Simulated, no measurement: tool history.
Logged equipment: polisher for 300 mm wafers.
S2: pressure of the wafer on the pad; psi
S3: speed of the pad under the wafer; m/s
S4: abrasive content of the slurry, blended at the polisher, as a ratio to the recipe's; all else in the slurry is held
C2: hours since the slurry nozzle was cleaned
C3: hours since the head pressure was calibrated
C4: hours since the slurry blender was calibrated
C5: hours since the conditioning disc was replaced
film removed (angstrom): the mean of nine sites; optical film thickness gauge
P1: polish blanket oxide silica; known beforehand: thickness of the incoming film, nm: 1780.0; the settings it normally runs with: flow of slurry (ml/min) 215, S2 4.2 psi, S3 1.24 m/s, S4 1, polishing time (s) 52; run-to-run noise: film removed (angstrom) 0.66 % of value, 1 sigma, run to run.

Run 1, hour 6.5: flow of slurry (ml/min) 215, S2 4.2 psi, S3 1.24 m/s, S4 1, polishing time (s) 52; wafers polished on this pad 279; C2 235.4; C3 163.9; C4 146.1; C5 217. Result: film removed (angstrom) 2145.1.
Run 2, hour 13.3: flow of slurry (ml/min) 215, S2 4.2 psi, S3 1.76 m/s, S4 1, polishing time (s) 52; wafers polished on this pad 339; C2 242.2; C3 170.7; C4 152.9; C5 223.8. Result: film removed (angstrom) 2832.4.
Run 3, hour 22.5: flow of slurry (ml/min) 215, S2 4.2 psi, S3 1.24 m/s, S4 1, polishing time (s) 52; wafers polished on this pad 419; C2 251.4; C3 179.9; C4 162.1; C5 233. Result: film removed (angstrom) 2145.5.
Run 4, hour 31.1: flow of slurry (ml/min) 215, S2 4.2 psi, S3 1.24 m/s, S4 1, polishing time (s) 52; wafers polished on this pad 494; C2 260; C3 188.5; C4 170.7; C5 241.6. Result: film removed (angstrom) 2122.3.
Run 5, hour 38: flow of slurry (ml/min) 215, S2 4.2 psi, S3 1.24 m/s, S4 1.45, polishing time (s) 52; wafers polished on this pad 554; C2 266.9; C3 195.4; C4 177.6; C5 248.5. Result: film removed (angstrom) 2524.
Run 6, hour 44.2: flow of slurry (ml/min) 295, S2 4.2 psi, S3 1.24 m/s, S4 1.25, polishing time (s) 52; wafers polished on this pad 608; C2 273.1; C3 201.6; C4 183.8; C5 254.7. Result: film removed (angstrom) 2473.
Run 7, hour 52.9: flow of slurry (ml/min) 215, S2 4.2 psi, S3 1.24 m/s, S4 0.8, polishing time (s) 52; wafers polished on this pad 683; C2 281.8; C3 210.3; C4 192.5; C5 263.4. Result: film removed (angstrom) 1921.
Run 8, hour 60.3: flow of slurry (ml/min) 215, S2 5.5 psi, S3 1.24 m/s, S4 1, polishing time (s) 52; wafers polished on this pad 748; C2 289.2; C3 217.7; C4 199.9; C5 270.8. Result: film removed (angstrom) 2786.5.
Run 9, hour 66.5: flow of slurry (ml/min) 215, S2 4.2 psi, S3 1.24 m/s, S4 1, polishing time (s) 52; wafers polished on this pad 802; C2 295.4; C3 223.9; C4 206.1; C5 277. Result: film removed (angstrom) 2140.5.
Run 10, hour 74.4: flow of slurry (ml/min) 320, S2 4.2 psi, S3 0.58 m/s, S4 1, polishing time (s) 52; wafers polished on this pad 871; C2 303.3; C3 231.8; C4 214; C5 284.9. Result: film removed (angstrom) 1222.4.
Run 11, hour 79.4: flow of slurry (ml/min) 130, S2 4.2 psi, S3 1.24 m/s, S4 1, polishing time (s) 52; wafers polished on this pad 914; C2 308.3; C3 236.8; C4 219; C5 289.9. Result: film removed (angstrom) 2003.2.
Run 12, hour 86.9: flow of slurry (ml/min) 215, S2 4.2 psi, S3 1.24 m/s, S4 1, polishing time (s) 77; wafers polished on this pad 980; C2 315.8; C3 244.3; C4 226.5; C5 297.4. Result: film removed (angstrom) 3178.4.
Run 13, hour 94: flow of slurry (ml/min) 215, S2 4.2 psi, S3 1.24 m/s, S4 1, polishing time (s) 52; wafers polished on this pad 1041; C2 322.9; C3 251.4; C4 233.6; C5 304.5. Result: film removed (angstrom) 2157.6.
Run 14, hour 101.2: flow of slurry (ml/min) 320, S2 4.2 psi, S3 1.24 m/s, S4 1, polishing time (s) 52; wafers polished on this pad 1104; C2 330.1; C3 258.6; C4 240.8; C5 311.7. Result: film removed (angstrom) 2226.4.
At hour 108.7: slurry nozzle cleaned.
Run 15, hour 109.9: flow of slurry (ml/min) 215, S2 2 psi, S3 1.24 m/s, S4 1, polishing time (s) 52; wafers polished on this pad 1180; C2 1.2; C3 267.3; C4 249.5; C5 320.4. Result: film removed (angstrom) 1024.9.
Run 16, hour 114.9: flow of slurry (ml/min) 215, S2 4.2 psi, S3 0.58 m/s, S4 1, polishing time (s) 52; wafers polished on this pad 1223; C2 6.2; C3 272.3; C4 254.5; C5 325.4. Result: film removed (angstrom) 1165.7.
Run 17, hour 119.2: flow of slurry (ml/min) 215, S2 4.2 psi, S3 1.24 m/s, S4 1, polishing time (s) 23; wafers polished on this pad 1261; C2 10.5; C3 276.6; C4 258.8; C5 329.7. Result: film removed (angstrom) 958.29.
Run 18, hour 124.1: flow of slurry (ml/min) 215, S2 4.2 psi, S3 1.24 m/s, S4 1, polishing time (s) 52; wafers polished on this pad 1304; C2 15.4; C3 281.5; C4 263.7; C5 334.6. Result: film removed (angstrom) 2160.8.
Run 19, hour 129.7: flow of slurry (ml/min) 215, S2 4.2 psi, S3 1.24 m/s, S4 1, polishing time (s) 52; wafers polished on this pad 1352; C2 21; C3 287.1; C4 269.3; C5 340.2. Result: film removed (angstrom) 2057.5.
Run 20, hour 134.7: flow of slurry (ml/min) 215, S2 4.2 psi, S3 1.24 m/s, S4 1, polishing time (s) 52; wafers polished on this pad 1396; C2 26; C3 292.1; C4 274.3; C5 345.2. Result: film removed (angstrom) 1997.3.
Run 21, hour 140.8: flow of slurry (ml/min) 215, S2 4.2 psi, S3 1.24 m/s, S4 1, polishing time (s) 52; wafers polished on this pad 1449; C2 32.1; C3 298.2; C4 280.4; C5 351.3. Result: film removed (angstrom) 1974.3.
Run 22, hour 148.3: flow of slurry (ml/min) 215, S2 4.2 psi, S3 1.24 m/s, S4 1, polishing time (s) 52; wafers polished on this pad 1514; C2 39.6; C3 305.7; C4 287.9; C5 358.8. Result: film removed (angstrom) 1948.5.
At hour 151.1: slurry nozzle cleaned.
At hour 153.6: conditioning disc replaced and pad reconditioned.
Run 23, hour 157.2: flow of slurry (ml/min) 215, S2 4.2 psi, S3 1.24 m/s, S4 1, polishing time (s) 52; wafers polished on this pad 1592; C2 6.2; C3 314.6; C4 296.8; C5 3.7. Result: film removed (angstrom) 1906.9.
Run 24, hour 161.7: flow of slurry (ml/min) 215, S2 4.2 psi, S3 1.24 m/s, S4 1, polishing time (s) 52; wafers polished on this pad 1631; C2 10.7; C3 319.1; C4 301.3; C5 8.2. Result: film removed (angstrom) 1889.5.
At hour 162.7: head pressure recalibrated.
Run 25, hour 170.1: flow of slurry (ml/min) 215, S2 4.2 psi, S3 1.24 m/s, S4 1, polishing time (s) 52; wafers polished on this pad 1704; C2 19.1; C3 7.4; C4 309.7; C5 16.6. Result: film removed (angstrom) 1891.6.
Run 26, hour 177.9: flow of slurry (ml/min) 215, S2 4.2 psi, S3 1.24 m/s, S4 1, polishing time (s) 52; wafers polished on this pad 1772; C2 26.9; C3 15.2; C4 317.5; C5 24.4. Result: film removed (angstrom) 1884.6.

Something has made what P1 gives creep away from where it was; the 2 causes below, each at its own stated size, fit the log equally well:
A: removal rate lost through wear of the pad, % = 12.3
B: abrasive missing from the slurry, % = 23.5
Creep in the process output first set in at about hour 124.1.
What rules out each remaining cause:
slurry flow missing at the pad, %: work on it at hour 151.1, done after the drift set in, did not restore what the process gave before
head's pressure below its setpoint, %: work on it at hour 162.7, done after the drift set in, did not restore what the process gave before
time polished since the conditioner stopped cutting, s: work on it at hour 153.6, done after the drift set in, did not restore what the process gave before

Below are 4 check runs, each averaged over 5 wafers, with their results shown as question marks. Which of them would give clearly different results depending on which cause is behind the drift?
Run check 1, hour 185.7: flow of slurry (ml/min) 215, S2 4.2 psi, S3 1.24 m/s, S4 1.4, polishing time (s) 52. Result: film removed (angstrom) ?.
Run check 2, hour 185.7: flow of slurry (ml/min) 170, S2 2.2 psi, S3 1.24 m/s, S4 1, polishing time (s) 52. Result: film removed (angstrom) ?.
Run check 3, hour 185.7: flow of slurry (ml/min) 130, S2 4.2 psi, S3 1.24 m/s, S4 1, polishing time (s) 31. Result: film removed (angstrom) ?.
Run check 4, hour 185.7: flow of slurry (ml/min) 320, S2 4.2 psi, S3 1.24 m/s, S4 1, polishing time (s) 52. Result: film removed (angstrom) ?.

Expected result of each check under each candidate cause:
  check                   result    if A    if B
check 1  film removed (angstrom)  2165.6  2215.4
check 2  film removed (angstrom)  955.49  956.01
check 3  film removed (angstrom)  1037.6  1038.2
check 4  film removed (angstrom)    1963  1964.1
Separation of the two closest causes in each check, using whichever result separates them best: check 1 2.27 %; check 2 0.05 %; check 3 0.05 %; check 4 0.05 %
Check 1 distinguishes between the causes, while the remaining checks would return nearly the same result for all of them.

After running check 1, the following was obtained: film removed (angstrom) 2222. Which cause does this point to?

It is B: abrasive missing from the slurry, %.
